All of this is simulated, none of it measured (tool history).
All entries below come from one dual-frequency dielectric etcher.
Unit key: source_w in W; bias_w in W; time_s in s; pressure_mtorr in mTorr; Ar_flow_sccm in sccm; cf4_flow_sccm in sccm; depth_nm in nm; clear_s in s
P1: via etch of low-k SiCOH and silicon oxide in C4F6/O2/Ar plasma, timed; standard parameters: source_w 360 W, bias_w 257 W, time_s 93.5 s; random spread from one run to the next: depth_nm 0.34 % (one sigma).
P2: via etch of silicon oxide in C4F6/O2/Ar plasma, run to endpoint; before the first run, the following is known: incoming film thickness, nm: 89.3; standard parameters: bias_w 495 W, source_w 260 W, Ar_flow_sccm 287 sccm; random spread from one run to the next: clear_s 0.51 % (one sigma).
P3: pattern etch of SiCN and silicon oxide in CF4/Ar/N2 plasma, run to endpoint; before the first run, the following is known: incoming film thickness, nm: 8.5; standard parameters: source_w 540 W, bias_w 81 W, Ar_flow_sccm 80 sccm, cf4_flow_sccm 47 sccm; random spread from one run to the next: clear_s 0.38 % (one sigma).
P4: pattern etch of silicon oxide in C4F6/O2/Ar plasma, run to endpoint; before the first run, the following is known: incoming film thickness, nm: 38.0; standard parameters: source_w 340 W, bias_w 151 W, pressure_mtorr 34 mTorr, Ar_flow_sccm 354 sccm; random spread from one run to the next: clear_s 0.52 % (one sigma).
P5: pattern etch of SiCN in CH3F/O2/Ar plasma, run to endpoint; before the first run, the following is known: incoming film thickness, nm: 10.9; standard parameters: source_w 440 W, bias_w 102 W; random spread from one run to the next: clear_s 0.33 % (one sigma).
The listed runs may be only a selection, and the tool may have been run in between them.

run,hour,process,source_w,bias_w,time_s,pressure_mtorr,Ar_flow_sccm,cf4_flow_sccm,hours since the last wet clean,hours since the last source power generator calibration,hours since the last bias power generator calibration,depth_nm,clear_s
1,14.1,P1,360,257,93.5,,,,186.4,1535.9,1778.1,276.77,
2,29.5,P1,360,257,93.5,,,,201.8,1551.3,1793.5,276.77,
3,40.9,P5,440,102,,,,,213.2,1562.7,1804.9,,24.7700
4,58.2,P5,260,102,,,,,230.5,1580.0,1822.2,,29.9780
5,74.3,P1,360,319,93.5,,,,246.6,1596.1,1838.3,298.41,
6,91.1,P4,340,151,,42,354,,263.4,1612.9,1855.1,,14.3080
7,106.6,P2,260,495,,,287,,278.9,1628.4,1870.6,,22.8050
8,115.3,P1,290,257,93.5,,,,287.6,1637.1,1879.3,255.91,
9,125.8,P1,360,257,93.5,,,,298.1,1647.6,1889.8,276.96,
10,135.9,P2,260,495,,,234,,308.2,1657.7,1899.9,,22.2950
11,144.5,P4,400,151,,34,354,,316.8,1666.3,1908.5,,13.0700
12,154.5,P2,260,697,,,287,,326.8,1676.3,1918.5,,19.9660
13,170.0,P1,360,257,59.0,,,,342.3,1691.8,1934.0,175.34,
14,181.7,P4,340,151,,34,494,,354.0,1703.5,1945.7,,14.4880
15,195.2,P4,340,151,,34,354,,367.5,1717.0,1959.2,,13.9980
16,211.4,P3,540,81,,,80,47,383.7,1733.2,1975.4,,8.4105
17,222.5,P3,540,113,,,80,47,394.8,1744.3,1986.5,,7.5156
18,232.7,P1,500,257,93.5,,,,405.0,1754.5,1996.7,312.67,
19,245.3,P4,340,151,,34,354,,417.6,1767.1,2009.3,,13.9310
20,258.1,P1,360,173,93.5,,,,430.4,1779.9,2022.1,242.69,
21,274.4,P3,540,81,,,80,47,446.7,1796.2,2038.4,,8.4377
22,291.6,P4,340,92,,34,354,,463.9,1813.4,2055.6,,15.9550
23,309.0,P1,360,257,93.5,,,,481.3,1830.8,2073.0,275.67,
24,319.3,P1,420,312,93.5,,,,491.6,1841.1,2083.3,313.28,
25,328.5,P3,540,81,,,108,47,500.8,1850.3,2092.5,,8.7902
26,336.9,P3,540,81,,,80,30,509.2,1858.7,2100.9,,9.0974
27,348.2,P3,360,81,,,80,47,520.5,1870.0,2112.2,,11.9170
28,362.5,P1,360,257,93.5,,,,534.8,1884.3,2126.5,275.66,
29,374.4,P5,440,129,,,,,546.7,1896.2,2138.4,,22.5770
30,388.7,P2,350,495,,,287,,561.0,1910.5,2152.7,,20.8730
31,404.3,P1,360,257,122.0,,,,576.6,1926.1,2168.3,359.94,
32,415.6,P1,360,257,93.5,,,,587.9,1937.4,2179.6,276.76,
33,428.5,P1,360,257,93.5,,,,600.8,1950.3,2192.5,275.22,
34,440.4,P1,360,257,93.5,,,,612.7,1962.2,2204.4,275.88,
35,457.7,P1,360,257,93.5,,,,630.0,1979.5,2221.7,272.89,
36,474.1,P1,360,257,93.5,,,,646.4,1995.9,2238.1,271.16,
# hour 482.0: wet clean of the chamber
37,487.8,P1,360,257,93.5,,,,5.9,2009.6,2251.8,272.49,
38,501.3,P1,360,257,93.5,,,,19.4,2023.1,2265.3,271.29,
39,515.2,P1,360,257,93.5,,,,33.3,2037.0,2279.2,270.89,
40,532.7,P1,360,257,93.5,,,,50.8,2054.5,2296.7,271.64,
41,540.9,P1,360,257,93.5,,,,59.0,2062.7,2304.9,270.86,

The log shows P1 creeping away from where it was. Any of the 2 causes listed here, at the size stated for it, fits the log just as well as the others:
A: bias power that arrives under what is set, % = 4.85
B: source power that arrives under what is set, % = 4.35
The creep began at about hour 428.5.
The rest of the possible causes, and what rules out each one:
chamber walls in a state that lowers the etch rate, %: serviced at hour 482.0, which brought nothing back

Which of the 4 check runs listed below, each an average over 2 wafers with its results shown as question marks, gives clearly different results under the different listed causes?
check 1,549.1,P2,350,677,,,287,,,,,,?
check 2,549.1,P3,410,104,,,80,47,,,,,?
check 3,549.1,P5,270,102,,,,,,,,,?
check 4,549.1,P4,340,151,,34,477,,,,,,?

Outcome of each check run for each possible cause:
check,result,if A,if B
check 1,clear_s,18.5940,18.5330
check 2,clear_s,9.9760,10.1800
check 3,clear_s,30.1570,30.0690
check 4,clear_s,14.6480,14.6810
Separation of the two closest causes in each check, using whichever result separates them best: check 1 0.33 %; check 2 2.02 %; check 3 0.29 %; check 4 0.22 %
Check 2 tells the causes apart: in the others they would give nearly the same result.

Check 2 has now been run. It gave: clear_s 9.9342 s. Which of the candidate causes is it?

The cause is A: bias power that arrives under what is set, %.

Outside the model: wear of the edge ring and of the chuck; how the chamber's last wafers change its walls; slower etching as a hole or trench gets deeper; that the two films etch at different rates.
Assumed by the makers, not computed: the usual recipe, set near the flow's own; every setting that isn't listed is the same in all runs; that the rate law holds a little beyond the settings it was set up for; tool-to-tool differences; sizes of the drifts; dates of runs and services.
